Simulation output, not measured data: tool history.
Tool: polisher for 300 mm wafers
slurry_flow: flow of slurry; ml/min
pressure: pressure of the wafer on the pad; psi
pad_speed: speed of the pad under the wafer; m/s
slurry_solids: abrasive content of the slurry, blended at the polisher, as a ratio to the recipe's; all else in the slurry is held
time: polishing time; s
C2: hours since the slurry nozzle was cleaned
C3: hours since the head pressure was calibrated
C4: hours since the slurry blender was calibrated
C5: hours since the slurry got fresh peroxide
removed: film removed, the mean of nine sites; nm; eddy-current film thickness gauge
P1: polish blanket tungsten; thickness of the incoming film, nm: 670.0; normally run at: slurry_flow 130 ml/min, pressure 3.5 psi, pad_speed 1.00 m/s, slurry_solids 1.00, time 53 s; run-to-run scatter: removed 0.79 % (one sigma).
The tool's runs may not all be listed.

run 1 hour=8.3 | slurry_flow=130 pressure=3.5 pad_speed=1.00 slurry_solids=1.00 time=53 | wafers_polished_on_this_pad=1162 C2=78.9 C3=871.9 C4=274.3 C5=54.2 | removed=222.92
run 2 hour=22.5 | slurry_flow=80 pressure=4.4 pad_speed=1.00 slurry_solids=1.00 time=53 | wafers_polished_on_this_pad=1342 C2=93.1 C3=886.1 C4=288.5 C5=68.4 | removed=251.92
run 3 hour=41.4 | slurry_flow=130 pressure=3.5 pad_speed=1.00 slurry_solids=1.00 time=53 | wafers_polished_on_this_pad=1581 C2=112.0 C3=905.0 C4=307.4 C5=87.3 | removed=226.44
run 4 hour=59.6 | slurry_flow=130 pressure=3.5 pad_speed=1.00 slurry_solids=1.00 time=53 | wafers_polished_on_this_pad=1811 C2=130.2 C3=923.2 C4=325.6 C5=105.5 | removed=224.44
-- hour=67.5 head pressure recalibrated
run 5 hour=73.2 | slurry_flow=80 pressure=3.5 pad_speed=1.00 slurry_solids=1.00 time=53 | wafers_polished_on_this_pad=1983 C2=143.8 C3=5.8 C4=339.2 C5=119.1 | removed=199.16
run 6 hour=88.7 | slurry_flow=130 pressure=3.5 pad_speed=1.00 slurry_solids=1.00 time=77 | wafers_polished_on_this_pad=2179 C2=159.3 C3=21.3 C4=354.7 C5=134.6 | removed=326.64
run 7 hour=97.1 | slurry_flow=85 pressure=3.5 pad_speed=1.00 slurry_solids=1.00 time=74 | wafers_polished_on_this_pad=2286 C2=167.7 C3=29.7 C4=363.1 C5=143.0 | removed=281.90
run 8 hour=105.4 | slurry_flow=130 pressure=3.5 pad_speed=1.00 slurry_solids=1.25 time=33 | wafers_polished_on_this_pad=2391 C2=176.0 C3=38.0 C4=371.4 C5=151.3 | removed=145.40
run 9 hour=119.9 | slurry_flow=130 pressure=3.5 pad_speed=1.00 slurry_solids=1.00 time=53 | wafers_polished_on_this_pad=2574 C2=190.5 C3=52.5 C4=385.9 C5=165.8 | removed=223.77
run 10 hour=130.8 | slurry_flow=130 pressure=3.5 pad_speed=1.00 slurry_solids=1.00 time=53 | wafers_polished_on_this_pad=2712 C2=201.4 C3=63.4 C4=396.8 C5=176.7 | removed=226.54
run 11 hour=143.7 | slurry_flow=130 pressure=5.5 pad_speed=1.00 slurry_solids=1.00 time=53 | wafers_polished_on_this_pad=2875 C2=214.3 C3=76.3 C4=409.7 C5=189.6 | removed=356.63
run 12 hour=158.7 | slurry_flow=195 pressure=3.5 pad_speed=1.00 slurry_solids=1.00 time=53 | wafers_polished_on_this_pad=3065 C2=229.3 C3=91.3 C4=424.7 C5=204.6 | removed=243.42
run 13 hour=173.0 | slurry_flow=130 pressure=3.5 pad_speed=1.00 slurry_solids=1.50 time=53 | wafers_polished_on_this_pad=3246 C2=243.6 C3=105.6 C4=439.0 C5=218.9 | removed=247.26
run 14 hour=191.0 | slurry_flow=130 pressure=3.5 pad_speed=1.00 slurry_solids=1.00 time=53 | wafers_polished_on_this_pad=3474 C2=261.6 C3=123.6 C4=457.0 C5=236.9 | removed=227.48
run 15 hour=205.0 | slurry_flow=130 pressure=3.5 pad_speed=0.44 slurry_solids=1.00 time=53 | wafers_polished_on_this_pad=3651 C2=275.6 C3=137.6 C4=471.0 C5=250.9 | removed=98.61
run 16 hour=219.5 | slurry_flow=130 pressure=3.5 pad_speed=1.44 slurry_solids=1.00 time=53 | wafers_polished_on_this_pad=3834 C2=290.1 C3=152.1 C4=485.5 C5=265.4 | removed=321.70
run 17 hour=233.4 | slurry_flow=130 pressure=3.5 pad_speed=1.00 slurry_solids=0.50 time=53 | wafers_polished_on_this_pad=4010 C2=304.0 C3=166.0 C4=499.4 C5=279.3 | removed=192.91
run 18 hour=242.6 | slurry_flow=130 pressure=1.6 pad_speed=1.00 slurry_solids=1.00 time=53 | wafers_polished_on_this_pad=4127 C2=313.2 C3=175.2 C4=508.6 C5=288.5 | removed=101.83
run 19 hour=256.2 | slurry_flow=130 pressure=3.5 pad_speed=1.00 slurry_solids=1.00 time=29 | wafers_polished_on_this_pad=4299 C2=326.8 C3=188.8 C4=522.2 C5=302.1 | removed=122.75
run 20 hour=273.7 | slurry_flow=130 pressure=3.5 pad_speed=1.00 slurry_solids=1.00 time=53 | wafers_polished_on_this_pad=4520 C2=344.3 C3=206.3 C4=539.7 C5=319.6 | removed=224.46
run 21 hour=283.3 | slurry_flow=130 pressure=3.5 pad_speed=1.00 slurry_solids=1.00 time=53 | wafers_polished_on_this_pad=4642 C2=353.9 C3=215.9 C4=549.3 C5=329.2 | removed=218.93
run 22 hour=301.6 | slurry_flow=130 pressure=3.5 pad_speed=1.00 slurry_solids=1.00 time=53 | wafers_polished_on_this_pad=4873 C2=372.2 C3=234.2 C4=567.6 C5=347.5 | removed=215.83
run 23 hour=312.6 | slurry_flow=130 pressure=3.5 pad_speed=1.00 slurry_solids=1.00 time=53 | wafers_polished_on_this_pad=5013 C2=383.2 C3=245.2 C4=578.6 C5=358.5 | removed=211.39

The next listed run, before its measurement:
-- hour=319.1 head pressure recalibrated
run 24 hour=322.2 | slurry_flow=130 pressure=3.5 pad_speed=1.00 slurry_solids=1.00 time=53 | wafers_polished_on_this_pad=5134 C2=392.8 C3=3.1 C4=588.2 C5=368.1 | removed=?

Run 24 gave removed 208.33 nm.
